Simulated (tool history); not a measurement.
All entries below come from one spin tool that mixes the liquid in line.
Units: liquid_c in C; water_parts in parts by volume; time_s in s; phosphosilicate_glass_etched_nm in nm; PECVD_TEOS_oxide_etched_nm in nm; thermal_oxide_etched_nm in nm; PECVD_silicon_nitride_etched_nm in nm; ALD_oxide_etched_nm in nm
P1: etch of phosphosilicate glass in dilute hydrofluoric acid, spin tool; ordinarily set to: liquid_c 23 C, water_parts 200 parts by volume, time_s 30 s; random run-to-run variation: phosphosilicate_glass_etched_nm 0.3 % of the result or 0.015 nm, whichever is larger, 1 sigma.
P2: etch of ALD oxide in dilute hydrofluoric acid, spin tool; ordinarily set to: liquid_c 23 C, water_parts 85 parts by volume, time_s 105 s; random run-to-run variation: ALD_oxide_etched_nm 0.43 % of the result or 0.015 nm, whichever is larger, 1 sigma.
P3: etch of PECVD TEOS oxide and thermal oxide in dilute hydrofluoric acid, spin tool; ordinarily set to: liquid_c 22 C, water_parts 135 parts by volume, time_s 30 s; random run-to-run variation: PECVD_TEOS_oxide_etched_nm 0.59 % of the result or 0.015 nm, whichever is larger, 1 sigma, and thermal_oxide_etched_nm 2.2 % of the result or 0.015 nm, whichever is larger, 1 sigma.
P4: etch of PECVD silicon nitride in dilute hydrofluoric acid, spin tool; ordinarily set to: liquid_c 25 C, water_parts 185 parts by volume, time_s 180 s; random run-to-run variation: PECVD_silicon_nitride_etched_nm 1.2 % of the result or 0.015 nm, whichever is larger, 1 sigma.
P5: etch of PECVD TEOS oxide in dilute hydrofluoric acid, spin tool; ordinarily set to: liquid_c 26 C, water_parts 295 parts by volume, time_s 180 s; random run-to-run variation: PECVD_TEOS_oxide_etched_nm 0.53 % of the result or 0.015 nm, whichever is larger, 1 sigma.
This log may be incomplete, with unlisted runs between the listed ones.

run,hour,process,liquid_c,water_parts,time_s,hours since the thermometer was replaced,hours since the hydrofluoric acid flow meter was replaced,phosphosilicate_glass_etched_nm,PECVD_TEOS_oxide_etched_nm,thermal_oxide_etched_nm,PECVD_silicon_nitride_etched_nm,ALD_oxide_etched_nm
1,3.8,P1,23,200,30,1063.8,610.4,12.315,,,,
2,9.4,P3,22,60,30,1069.4,616,,14.173,2.3274,,
3,12.9,P4,25,85,180,1072.9,619.5,,,,3.7038,
4,17.7,P3,28,135,30,1077.7,624.3,,7.1923,1.1301,,
5,22.9,P1,28.5,200,15,1082.9,629.5,7.524,,,,
6,26.7,P2,23,85,105,1086.7,633.3,,,,,38.674
7,31.1,P1,23,40,30,1091.1,637.7,74.31,,,,
8,36.1,P5,26,295,15,1096.1,642.7,,0.40077,,,
9,40.2,P5,31,295,180,1100.2,646.8,,5.3084,,,
10,43.9,P1,23,305,30,1103.9,650.5,7.2247,,,,
11,49.7,P1,23,200,50,1109.7,656.3,20.555,,,,
12,55.8,P5,26,295,180,1115.8,662.4,,4.5144,,,
13,59.9,P2,31,85,105,1119.9,666.5,,,,,52.704
14,62.7,P3,22,135,30,1122.7,669.3,,5.6828,0.94065,,
15,67.3,P1,17,95,30,1127.3,673.9,22.805,,,,
16,70.5,P4,17.5,185,180,1130.5,677.1,,,,1.0625,
17,75.1,P5,26,55,180,1135.1,681.7,,31.989,,,
18,78.3,P1,23,200,30,1138.3,684.9,12.354,,,,
19,83.9,P2,23,85,105,1143.9,690.5,,,,,38.659
20,86.9,P1,17,200,30,1146.9,693.5,9.7153,,,,
21,91.6,P5,26,295,180,1151.6,698.2,,4.4661,,,
22,96.8,P2,23,85,15,1156.8,703.4,,,,,5.5167
23,102.2,P1,23,200,30,1162.2,708.8,12.296,,,,
24,105.7,P3,22,135,65,1165.7,712.3,,12.465,2.0385,,
25,108.9,P3,22,135,30,1168.9,715.5,,5.7125,0.90386,,
26,111.9,P1,23,200,15,1171.9,718.5,6.2244,,,,
27,116.8,P4,25,185,180,1176.8,723.4,,,,1.7471,
28,120.3,P1,27,200,30,1180.3,726.9,14.282,,,,
29,126.3,P2,23,40,105,1186.3,732.9,,,,,87.157
30,131.9,P4,25,185,90,1191.9,738.5,,,,0.87102,
31,136.4,P1,23,200,30,1196.4,743,12.299,,,,
32,141.5,P1,23,200,30,1201.5,748.1,12.287,,,,
33,147.4,P1,23,200,30,1207.4,754,11.992,,,,
34,153.2,P1,23,200,30,1213.2,759.8,11.742,,,,
35,157,P1,23,200,30,1217,763.6,11.717,,,,
36,160.3,P1,23,200,30,1220.3,766.9,11.575,,,,
37,164.8,P1,23,200,30,1224.8,771.4,11.557,,,,
38,170.9,P1,23,200,30,1230.9,777.5,11.494,,,,
39,176.1,P1,23,200,30,1236.1,782.7,11.454,,,,
40,181.6,P1,23,200,30,1241.6,788.2,11.369,,,,
41,188,P1,23,200,30,1248,794.6,11.355,,,,
42,194.6,P1,23,200,30,1254.6,801.2,11.333,,,,
43,198.1,P1,23,200,30,1258.1,804.7,11.413,,,,

The log shows P1 creeping away from where it was. Any of the 2 causes listed here, at the size stated for it, fits the log just as well as the others:
A: liquid colder than its thermometer reads (K) = 2.11
B: hydrofluoric acid flow below the setpoint (%) = 6.35
The process output started creeping at around hour 141.5.

4 check runs are offered, each on 2 wafers whose results are averaged, their results left as question marks. Which one tells the causes apart?
check 1,201.6,P2,30.5,85,15,,,,,,,?
check 2,201.6,P4,20.5,95,180,,,,,,?,
check 3,201.6,P3,27.5,135,55,,,,?,?,,
check 4,201.6,P5,26,125,15,,,,?,,,

What every check run would give for each of its results, assuming each possible cause in turn:
check,result,if A,if B
check 1,ALD_oxide_etched_nm,6.8501,6.8954
check 2,PECVD_silicon_nitride_etched_nm,2.1401,2.3194
check 3,PECVD_TEOS_oxide_etched_nm,11.965,11.995
check 3,thermal_oxide_etched_nm,1.9386,1.9434
check 4,PECVD_TEOS_oxide_etched_nm,0.98212,0.98731
Distance between the nearest two causes, measured in the result of the check that separates them most: check 1 0.66 %; check 2 8.05 %; check 3 0.25 %; check 4 0.53 %
Of the check runs offered, only check 2 discriminates between the causes; the rest would read about the same regardless of which cause applies.

Check 2 has now been run. It gave: PECVD_silicon_nitride_etched_nm 2.155 nm. Which of the candidate causes is it?

A is the cause: liquid colder than its thermometer reads (K).
